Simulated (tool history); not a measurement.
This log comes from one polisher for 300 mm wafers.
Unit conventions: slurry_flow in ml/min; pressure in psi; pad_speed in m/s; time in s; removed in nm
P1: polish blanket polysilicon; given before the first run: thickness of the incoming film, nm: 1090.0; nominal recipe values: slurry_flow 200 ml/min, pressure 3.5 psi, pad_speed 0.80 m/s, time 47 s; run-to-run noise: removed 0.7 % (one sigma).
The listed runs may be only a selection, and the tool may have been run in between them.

run,hour,slurry_flow,pressure,pad_speed,time,removed
1,8.0,200,3.5,0.80,47,321.80
2,14.7,200,3.5,0.80,47,318.73
3,19.7,130,3.5,0.80,47,298.23
4,27.8,200,3.5,0.80,47,320.00
5,33.3,200,4.9,0.52,47,291.41
6,39.7,200,3.5,1.24,47,501.03
7,44.9,315,3.5,0.80,47,335.85
8,52.0,200,4.7,0.80,47,428.18
9,55.9,200,1.6,0.80,47,144.88
10,64.0,200,3.5,0.80,47,318.15
11,69.9,200,3.5,0.80,47,317.52
12,77.9,200,3.5,0.80,47,319.50
13,82.1,200,3.5,0.80,64,436.85
14,89.7,200,3.5,0.80,26,176.36
15,97.6,200,3.5,0.36,47,144.64
16,101.1,310,3.5,0.80,65,463.61
17,104.7,200,3.5,0.80,47,319.99
18,109.2,200,3.5,0.80,47,313.07
19,115.1,200,3.5,0.80,47,309.79
20,119.6,200,3.5,0.80,47,303.32
21,126.1,200,3.5,0.80,47,296.99
22,132.1,200,3.5,0.80,47,297.39
23,138.7,200,3.5,0.80,47,296.22
# hour 140.2: head pressure recalibrated
24,142.5,200,3.5,0.80,47,295.72
25,149.3,200,3.5,0.80,47,296.99
26,154.5,200,3.5,0.80,47,291.76

The output of P1 has drifted from where it used to be. Each of the 2 causes below, taken at the size shown beside it, accounts for the log equally well:
A: slurry flow missing at the pad, % = 38.3
B: removal rate lost through wear of the pad, % = 7.77
The process output started creeping at around hour 104.7.
What rules out each remaining cause:
head's pressure below its setpoint, %: serviced after onset, at hour 140.2, with no recovery of the prior output

The list below offers 4 check runs, each averaging the results of 5 wafers, and shows each result as a question mark. For which of them would the listed causes give clearly different results?
check 1,159.7,200,3.5,1.10,47,?
check 2,159.7,200,4.7,0.36,47,?
check 3,159.7,310,3.5,0.80,29,?
check 4,159.7,200,4.2,0.80,47,?

What each check would give under each cause:
check,result,if A,if B
check 1,removed,405.88,405.83
check 2,removed,178.38,178.35
check 3,removed,196.27,190.97
check 4,removed,354.22,354.18
How far apart the two closest causes lie, in the result that separates them most: check 1 0.01 %; check 2 0.01 %; check 3 2.74 %; check 4 0.01 %
The causes can be told apart only by check 3. The other checks would give nearly the same results under each of them.

With check 3 done, the readings were: removed 191.41 nm. Identify which of the listed causes applies.

It is B: removal rate lost through wear of the pad, %.
